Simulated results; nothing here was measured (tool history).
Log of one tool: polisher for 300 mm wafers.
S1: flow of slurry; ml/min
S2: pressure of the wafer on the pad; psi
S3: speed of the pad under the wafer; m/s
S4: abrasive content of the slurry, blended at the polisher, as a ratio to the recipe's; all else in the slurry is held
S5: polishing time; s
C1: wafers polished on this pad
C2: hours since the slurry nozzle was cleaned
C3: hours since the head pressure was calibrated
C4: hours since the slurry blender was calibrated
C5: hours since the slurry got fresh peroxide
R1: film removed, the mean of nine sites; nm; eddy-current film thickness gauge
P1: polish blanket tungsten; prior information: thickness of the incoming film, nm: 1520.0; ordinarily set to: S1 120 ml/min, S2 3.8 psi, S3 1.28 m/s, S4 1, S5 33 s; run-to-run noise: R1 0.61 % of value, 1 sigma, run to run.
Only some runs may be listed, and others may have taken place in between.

{"run": 1, "day": 0.533, "S1": 120, "S2": 3.8, "S3": 1.28, "S4": 1, "S5": 33, "C1": 362, "C2": 268.5, "C3": 555.7, "C4": 147.9, "C5": 71.7, "R1": 166.71}
{"run": 2, "day": 0.938, "S1": 120, "S2": 3.8, "S3": 1.28, "S4": 1, "S5": 20, "C1": 497, "C2": 278.2, "C3": 565.4, "C4": 157.6, "C5": 81.4, "R1": 100.58}
{"run": 3, "day": 1.354, "S1": 150, "S2": 3.8, "S3": 1.28, "S4": 1, "S5": 17, "C1": 637, "C2": 288.2, "C3": 575.4, "C4": 167.6, "C5": 91.4, "R1": 88.913}
{"run": 4, "day": 1.738, "S1": 120, "S2": 6, "S3": 1.28, "S4": 1, "S5": 33, "C1": 765, "C2": 297.4, "C3": 584.6, "C4": 176.8, "C5": 100.6, "R1": 262.82}
{"run": 5, "day": 2.175, "S1": 120, "S2": 3.8, "S3": 0.58, "S4": 1, "S5": 33, "C1": 911, "C2": 307.9, "C3": 595.1, "C4": 187.3, "C5": 111.1, "R1": 76.079}
{"run": 6, "day": 2.5, "S1": 155, "S2": 3.8, "S3": 1.28, "S4": 1, "S5": 33, "C1": 1020, "C2": 315.7, "C3": 602.9, "C4": 195.1, "C5": 118.9, "R1": 172.67}
{"run": 7, "day": 3.029, "S1": 120, "S2": 3.8, "S3": 1.28, "S4": 1, "S5": 33, "C1": 1197, "C2": 328.4, "C3": 615.6, "C4": 207.8, "C5": 131.6, "R1": 165.77}
{"day": 3.162, "done": "head pressure recalibrated"}
{"day": 3.296, "done": "slurry nozzle cleaned"}
{"run": 8, "day": 3.454, "S1": 120, "S2": 3.8, "S3": 1.28, "S4": 1.4, "S5": 33, "C1": 1339, "C2": 3.8, "C3": 7, "C4": 218, "C5": 141.8, "R1": 182.64}
{"run": 9, "day": 3.833, "S1": 120, "S2": 3.8, "S3": 1.28, "S4": 1, "S5": 33, "C1": 1466, "C2": 12.9, "C3": 16.1, "C4": 227.1, "C5": 150.9, "R1": 166.78}
{"run": 10, "day": 4.321, "S1": 120, "S2": 3.8, "S3": 1.28, "S4": 0.5, "S5": 33, "C1": 1629, "C2": 24.6, "C3": 27.8, "C4": 238.8, "C5": 162.6, "R1": 140.35}
{"run": 11, "day": 4.704, "S1": 120, "S2": 3.8, "S3": 1.28, "S4": 1, "S5": 33, "C1": 1757, "C2": 33.8, "C3": 37, "C4": 248, "C5": 171.8, "R1": 166.09}
{"run": 12, "day": 4.967, "S1": 120, "S2": 3.8, "S3": 1.28, "S4": 1, "S5": 33, "C1": 1845, "C2": 40.1, "C3": 43.3, "C4": 254.3, "C5": 178.1, "R1": 167.24}
{"run": 13, "day": 5.504, "S1": 80, "S2": 3.8, "S3": 1.28, "S4": 1, "S5": 33, "C1": 2024, "C2": 53, "C3": 56.2, "C4": 267.2, "C5": 191, "R1": 150.57}
{"run": 14, "day": 6.008, "S1": 120, "S2": 3.8, "S3": 0.98, "S4": 1, "S5": 48, "C1": 2193, "C2": 65.1, "C3": 68.3, "C4": 279.3, "C5": 203.1, "R1": 185.68}
{"run": 15, "day": 6.304, "S1": 120, "S2": 3.8, "S3": 2, "S4": 1, "S5": 33, "C1": 2292, "C2": 72.2, "C3": 75.4, "C4": 286.4, "C5": 210.2, "R1": 260.27}
{"run": 16, "day": 6.554, "S1": 120, "S2": 3.8, "S3": 1.28, "S4": 0.7, "S5": 44, "C1": 2376, "C2": 78.2, "C3": 81.4, "C4": 292.4, "C5": 216.2, "R1": 204.86}
{"run": 17, "day": 7.058, "S1": 120, "S2": 3.8, "S3": 1.28, "S4": 1, "S5": 33, "C1": 2544, "C2": 90.3, "C3": 93.5, "C4": 304.5, "C5": 228.3, "R1": 165.48}
{"run": 18, "day": 7.321, "S1": 120, "S2": 3.8, "S3": 1.28, "S4": 1, "S5": 50, "C1": 2632, "C2": 96.6, "C3": 99.8, "C4": 310.8, "C5": 234.6, "R1": 248.99}
{"run": 19, "day": 7.596, "S1": 120, "S2": 1.8, "S3": 1.28, "S4": 1, "S5": 33, "C1": 2724, "C2": 103.2, "C3": 106.4, "C4": 317.4, "C5": 241.2, "R1": 78.927}
{"run": 20, "day": 7.958, "S1": 120, "S2": 3.8, "S3": 1.28, "S4": 1, "S5": 33, "C1": 2845, "C2": 111.9, "C3": 115.1, "C4": 326.1, "C5": 249.9, "R1": 166.65}
{"run": 21, "day": 8.45, "S1": 120, "S2": 3.8, "S3": 1.28, "S4": 1, "S5": 33, "C1": 3010, "C2": 123.7, "C3": 126.9, "C4": 337.9, "C5": 261.7, "R1": 165.94}
{"run": 22, "day": 8.758, "S1": 120, "S2": 3.8, "S3": 1.28, "S4": 1, "S5": 33, "C1": 3113, "C2": 131.1, "C3": 134.3, "C4": 345.3, "C5": 269.1, "R1": 161.99}
{"run": 23, "day": 9.042, "S1": 120, "S2": 3.8, "S3": 1.28, "S4": 1, "S5": 33, "C1": 3208, "C2": 137.9, "C3": 141.1, "C4": 352.1, "C5": 275.9, "R1": 158.31}
{"run": 24, "day": 9.471, "S1": 120, "S2": 3.8, "S3": 1.28, "S4": 1, "S5": 33, "C1": 3351, "C2": 148.2, "C3": 151.4, "C4": 362.4, "C5": 286.2, "R1": 155.36}
{"run": 25, "day": 9.746, "S1": 120, "S2": 3.8, "S3": 1.28, "S4": 1, "S5": 33, "C1": 3443, "C2": 154.8, "C3": 158, "C4": 369, "C5": 292.8, "R1": 152.26}
{"run": 26, "day": 10.246, "S1": 120, "S2": 3.8, "S3": 1.28, "S4": 1, "S5": 33, "C1": 3610, "C2": 166.8, "C3": 170, "C4": 381, "C5": 304.8, "R1": 151.11}
{"run": 27, "day": 10.646, "S1": 120, "S2": 3.8, "S3": 1.28, "S4": 1, "S5": 33, "C1": 3744, "C2": 176.4, "C3": 179.6, "C4": 390.6, "C5": 314.4, "R1": 150.67}
{"day": 10.817, "done": "slurry tank refilled with fresh slurry and peroxide"}
{"day": 10.908, "done": "head pressure recalibrated"}
{"run": 28, "day": 11.008, "S1": 120, "S2": 3.8, "S3": 1.28, "S4": 1, "S5": 33, "C1": 3865, "C2": 185.1, "C3": 2.5, "C4": 399.3, "C5": 4.7, "R1": 150.42}
{"day": 11.075, "done": "slurry blender recalibrated"}
{"run": 29, "day": 11.275, "S1": 120, "S2": 3.8, "S3": 1.28, "S4": 1, "S5": 33, "C1": 3954, "C2": 191.5, "C3": 8.9, "C4": 4.8, "C5": 11.1, "R1": 149.57}
{"run": 30, "day": 11.617, "S1": 120, "S2": 3.8, "S3": 1.28, "S4": 1, "S5": 33, "C1": 4069, "C2": 199.7, "C3": 17.1, "C4": 13, "C5": 19.3, "R1": 147.68}
{"run": 31, "day": 11.862, "S1": 120, "S2": 3.8, "S3": 1.28, "S4": 1, "S5": 33, "C1": 4151, "C2": 205.6, "C3": 23, "C4": 18.9, "C5": 25.2, "R1": 148.19}
{"run": 32, "day": 12.133, "S1": 120, "S2": 3.8, "S3": 1.28, "S4": 1, "S5": 33, "C1": 4242, "C2": 212.1, "C3": 29.5, "C4": 25.4, "C5": 31.7, "R1": 148.71}

P1 no longer gives what it gave before; its output has crept away from where it was. The following 2 causes, each at its listed size, fit the log equally well:
A: removal rate lost through wear of the pad, % = 11.1
B: slurry flow missing at the pad, % = 36.4
The drift started at roughly day 8.45.
Each remaining cause and why it is not a fit:
head's pressure below its setpoint, %: work on it at day 10.908, done after the drift set in, did not restore what the process gave before
abrasive missing from the slurry, %: work on it at day 11.075, done after the drift set in, did not restore what the process gave before
peroxide lost from the slurry, %: work on it at day 10.817, done after the drift set in, did not restore what the process gave before

Which of the check runs below tells the causes apart, meaning the causes would give it clearly different results? Each run uses 5 wafers whose results are averaged, and each result is shown as a question mark.
{"run": "check 1", "day": 12.404, "S1": 150, "S2": 3.8, "S3": 1.28, "S4": 0.55, "S5": 33, "R1": "?"}
{"run": "check 2", "day": 12.404, "S1": 120, "S2": 3.8, "S3": 0.68, "S4": 1.4, "S5": 33, "R1": "?"}
{"run": "check 3", "day": 12.404, "S1": 120, "S2": 3.8, "S3": 1.64, "S4": 1, "S5": 49, "R1": "?"}
{"run": "check 4", "day": 12.404, "S1": 120, "S2": 1.8, "S3": 1.28, "S4": 1, "S5": 42, "R1": "?"}

What each check would give under each cause:
check=check_1 result=R1 if_A=134.32 if_B=137.11
check=check_2 result=R1 if_A=85.012 if_B=84.955
check=check_3 result=R1 if_A=280.79 if_B=280.6
check=check_4 result=R1 if_A=88.979 if_B=88.92
Minimum pairwise separation of causes per check, each pair taken at its best-separating result: check 1 2.05 %; check 2 0.07 %; check 3 0.07 %; check 4 0.07 %
Check 1 tells the causes apart: in the others they would give nearly the same result.

After running check 1, the following was obtained: R1 137.67 nm. Which cause does this point to?

It is B: slurry flow missing at the pad, %.
